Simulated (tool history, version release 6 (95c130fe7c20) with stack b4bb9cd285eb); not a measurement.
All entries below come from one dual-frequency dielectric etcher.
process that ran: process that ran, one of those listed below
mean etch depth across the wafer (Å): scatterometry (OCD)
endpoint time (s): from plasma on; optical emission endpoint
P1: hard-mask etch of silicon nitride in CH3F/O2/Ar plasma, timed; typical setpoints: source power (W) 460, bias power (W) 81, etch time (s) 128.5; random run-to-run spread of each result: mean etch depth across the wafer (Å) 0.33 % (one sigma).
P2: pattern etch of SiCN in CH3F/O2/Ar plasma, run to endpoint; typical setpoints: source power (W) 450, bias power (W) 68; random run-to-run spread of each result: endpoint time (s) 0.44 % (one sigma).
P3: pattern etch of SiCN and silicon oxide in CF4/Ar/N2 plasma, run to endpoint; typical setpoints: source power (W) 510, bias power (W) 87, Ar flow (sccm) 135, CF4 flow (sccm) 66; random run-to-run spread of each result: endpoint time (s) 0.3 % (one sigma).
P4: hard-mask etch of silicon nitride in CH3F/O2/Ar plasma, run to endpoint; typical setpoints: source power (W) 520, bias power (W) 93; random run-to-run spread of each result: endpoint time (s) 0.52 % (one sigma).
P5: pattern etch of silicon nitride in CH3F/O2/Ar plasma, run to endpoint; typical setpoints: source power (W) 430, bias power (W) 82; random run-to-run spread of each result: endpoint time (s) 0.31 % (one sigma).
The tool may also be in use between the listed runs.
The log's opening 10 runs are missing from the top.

| run | hour | process that ran | source power (W) | bias power (W) | etch time (s) | Ar flow (sccm) | CF4 flow (sccm) | hours since the last wet clean | hours since the last source power generator calibration | hours since the last bias power generator calibration | mean etch depth across the wafer (Å) | endpoint time (s) |
|---|---|---|---|---|---|---|---|---|---|---|---|---|
| 11 | 121.6 | P1 | 570 | 81 | 128.5 |  |  | 70.1 | 3442.1 | 1324.5 | 1098.2 |  |
| 12 | 129.2 | P1 | 460 | 101 | 128.5 |  |  | 77.7 | 3449.7 | 1332.1 | 1095.2 |  |
| 13 | 143.8 | P1 | 460 | 81 | 128.5 |  |  | 92.3 | 3464.3 | 1346.7 | 1009.9 |  |
| 14 | 151.1 | P4 | 680 | 93 |  |  |  | 99.6 | 3471.6 | 1354 |  | 56.132 |
| 15 | 162.2 | P1 | 460 | 81 | 70.5 |  |  | 110.7 | 3482.7 | 1365.1 | 553.64 |  |
| 16 | 176.3 | P1 | 460 | 81 | 128.5 |  |  | 124.8 | 3496.8 | 1379.2 | 1017.4 |  |
| 17 | 191 | P1 | 320 | 81 | 128.5 |  |  | 139.5 | 3511.5 | 1393.9 | 878.96 |  |
| 18 | 206.6 | P5 | 530 | 82 |  |  |  | 155.1 | 3527.1 | 1409.5 |  | 54.843 |
| 19 | 221.2 | P3 | 710 | 87 |  | 135 | 66 | 169.7 | 3541.7 | 1424.1 |  | 9.1844 |
| 20 | 230 | P1 | 460 | 81 | 128.5 |  |  | 178.5 | 3550.5 | 1432.9 | 1014.3 |  |
| 21 | 240 | P1 | 460 | 55 | 128.5 |  |  | 188.5 | 3560.5 | 1442.9 | 890.79 |  |
| 22 | 250.5 | P3 | 510 | 87 |  | 135 | 66 | 199 | 3571 | 1453.4 |  | 12.284 |
| 23 | 257.9 | P3 | 510 | 51 |  | 135 | 66 | 206.4 | 3578.4 | 1460.8 |  | 14.762 |
| 24 | 265.1 | P4 | 520 | 93 |  |  |  | 213.6 | 3585.6 | 1468 |  | 62.308 |
| 25 | 280.5 | P1 | 280 | 81 | 159.5 |  |  | 229 | 3601 | 1483.4 | 1046.3 |  |
| 26 | 288.6 | P1 | 460 | 81 | 128.5 |  |  | 237.1 | 3609.1 | 1491.5 | 1011.6 |  |
| 27 | 296.8 | P3 | 510 | 87 |  | 162 | 66 | 245.3 | 3617.3 | 1499.7 |  | 12.555 |
| 28 | 306.4 | P2 | 280 | 68 |  |  |  | 254.9 | 3626.9 | 1509.3 |  | 30.589 |
| 29 | 320.3 | P5 | 430 | 82 |  |  |  | 268.8 | 3640.8 | 1523.2 |  | 59.641 |
| 30 | 327.2 | P1 | 460 | 81 | 128.5 |  |  | 275.7 | 3647.7 | 1530.1 | 1017.8 |  |
| 31 | 336.6 | P1 | 460 | 81 | 128.5 |  |  | 285.1 | 3657.1 | 1539.5 | 1020.4 |  |
| 32 | 347 | P1 | 460 | 81 | 128.5 |  |  | 295.5 | 3667.5 | 1549.9 | 1024.1 |  |
| 33 | 354.7 | P1 | 460 | 81 | 128.5 |  |  | 303.2 | 3675.2 | 1557.6 | 1027.7 |  |

Run 34 comes next. What will it give?
| 34 | 365.5 | P1 | 460 | 81 | 128.5 |  |  | 314 | 3686 | 1568.4 | ? |  |

{"run 34": {"mean etch depth across the wafer (Å)": 1029.5}}
